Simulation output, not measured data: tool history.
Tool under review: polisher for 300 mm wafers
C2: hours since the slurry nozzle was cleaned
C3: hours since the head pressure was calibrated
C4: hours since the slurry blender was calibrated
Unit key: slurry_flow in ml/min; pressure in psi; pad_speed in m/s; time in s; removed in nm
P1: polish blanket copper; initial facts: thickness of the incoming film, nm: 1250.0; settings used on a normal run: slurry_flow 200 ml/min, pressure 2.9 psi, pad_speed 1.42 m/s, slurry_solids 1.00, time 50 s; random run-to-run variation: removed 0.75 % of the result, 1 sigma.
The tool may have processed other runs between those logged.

run 1 hour=13.8 | slurry_flow=200 pressure=2.9 pad_speed=1.42 slurry_solids=1.00 time=50 | wafers_polished_on_this_pad=516 C2=649.5 C3=233.7 C4=125.6 | removed=199.43
run 2 hour=26.7 | slurry_flow=200 pressure=2.9 pad_speed=1.42 slurry_solids=1.00 time=36 | wafers_polished_on_this_pad=679 C2=662.4 C3=246.6 C4=138.5 | removed=140.13
run 3 hour=38.3 | slurry_flow=200 pressure=2.9 pad_speed=1.42 slurry_solids=1.00 time=50 | wafers_polished_on_this_pad=826 C2=674.0 C3=258.2 C4=150.1 | removed=199.16
run 4 hour=48.8 | slurry_flow=200 pressure=2.9 pad_speed=1.42 slurry_solids=1.00 time=50 | wafers_polished_on_this_pad=960 C2=684.5 C3=268.7 C4=160.6 | removed=196.16
run 5 hour=63.6 | slurry_flow=200 pressure=2.9 pad_speed=1.42 slurry_solids=1.00 time=50 | wafers_polished_on_this_pad=1147 C2=699.3 C3=283.5 C4=175.4 | removed=192.86
run 6 hour=78.6 | slurry_flow=200 pressure=2.9 pad_speed=1.04 slurry_solids=1.00 time=50 | wafers_polished_on_this_pad=1338 C2=714.3 C3=298.5 C4=190.4 | removed=142.97
run 7 hour=86.7 | slurry_flow=200 pressure=2.9 pad_speed=1.42 slurry_solids=1.00 time=50 | wafers_polished_on_this_pad=1440 C2=722.4 C3=306.6 C4=198.5 | removed=197.55
run 8 hour=100.2 | slurry_flow=200 pressure=2.9 pad_speed=1.42 slurry_solids=1.45 time=50 | wafers_polished_on_this_pad=1612 C2=735.9 C3=320.1 C4=212.0 | removed=208.98
run 9 hour=112.7 | slurry_flow=305 pressure=2.9 pad_speed=1.42 slurry_solids=1.00 time=50 | wafers_polished_on_this_pad=1770 C2=748.4 C3=332.6 C4=224.5 | removed=205.80
run 10 hour=122.3 | slurry_flow=200 pressure=2.9 pad_speed=1.42 slurry_solids=1.30 time=33 | wafers_polished_on_this_pad=1892 C2=758.0 C3=342.2 C4=234.1 | removed=135.21
run 11 hour=131.8 | slurry_flow=200 pressure=2.9 pad_speed=2.04 slurry_solids=1.00 time=50 | wafers_polished_on_this_pad=2012 C2=767.5 C3=351.7 C4=243.6 | removed=274.89
run 12 hour=142.3 | slurry_flow=120 pressure=2.9 pad_speed=1.42 slurry_solids=1.00 time=50 | wafers_polished_on_this_pad=2146 C2=778.0 C3=362.2 C4=254.1 | removed=178.61
run 13 hour=152.0 | slurry_flow=200 pressure=2.9 pad_speed=1.42 slurry_solids=0.70 time=50 | wafers_polished_on_this_pad=2269 C2=787.7 C3=371.9 C4=263.8 | removed=180.90
run 14 hour=160.3 | slurry_flow=200 pressure=3.8 pad_speed=1.42 slurry_solids=1.00 time=50 | wafers_polished_on_this_pad=2374 C2=796.0 C3=380.2 C4=272.1 | removed=253.86
run 15 hour=171.0 | slurry_flow=200 pressure=2.9 pad_speed=1.42 slurry_solids=1.00 time=50 | wafers_polished_on_this_pad=2510 C2=806.7 C3=390.9 C4=282.8 | removed=193.75
run 16 hour=183.3 | slurry_flow=155 pressure=2.9 pad_speed=1.98 slurry_solids=1.00 time=50 | wafers_polished_on_this_pad=2666 C2=819.0 C3=403.2 C4=295.1 | removed=264.29
run 17 hour=195.2 | slurry_flow=200 pressure=1.9 pad_speed=1.42 slurry_solids=1.00 time=50 | wafers_polished_on_this_pad=2817 C2=830.9 C3=415.1 C4=307.0 | removed=127.61
run 18 hour=207.0 | slurry_flow=200 pressure=2.9 pad_speed=1.42 slurry_solids=1.00 time=80 | wafers_polished_on_this_pad=2966 C2=842.7 C3=426.9 C4=318.8 | removed=312.26
run 19 hour=219.9 | slurry_flow=200 pressure=2.9 pad_speed=1.42 slurry_solids=1.00 time=50 | wafers_polished_on_this_pad=3130 C2=855.6 C3=439.8 C4=331.7 | removed=196.35
run 20 hour=231.7 | slurry_flow=200 pressure=2.9 pad_speed=1.42 slurry_solids=1.00 time=50 | wafers_polished_on_this_pad=3280 C2=867.4 C3=451.6 C4=343.5 | removed=191.46
run 21 hour=248.7 | slurry_flow=200 pressure=2.9 pad_speed=1.42 slurry_solids=1.00 time=50 | wafers_polished_on_this_pad=3495 C2=884.4 C3=468.6 C4=360.5 | removed=187.45

The next listed run, before its measurement:
run 22 hour=257.8 | slurry_flow=200 pressure=2.9 pad_speed=1.42 slurry_solids=1.00 time=50 | wafers_polished_on_this_pad=3611 C2=893.5 C3=477.7 C4=369.6 | removed=?

Run 22 came out at removed 183.33 nm.

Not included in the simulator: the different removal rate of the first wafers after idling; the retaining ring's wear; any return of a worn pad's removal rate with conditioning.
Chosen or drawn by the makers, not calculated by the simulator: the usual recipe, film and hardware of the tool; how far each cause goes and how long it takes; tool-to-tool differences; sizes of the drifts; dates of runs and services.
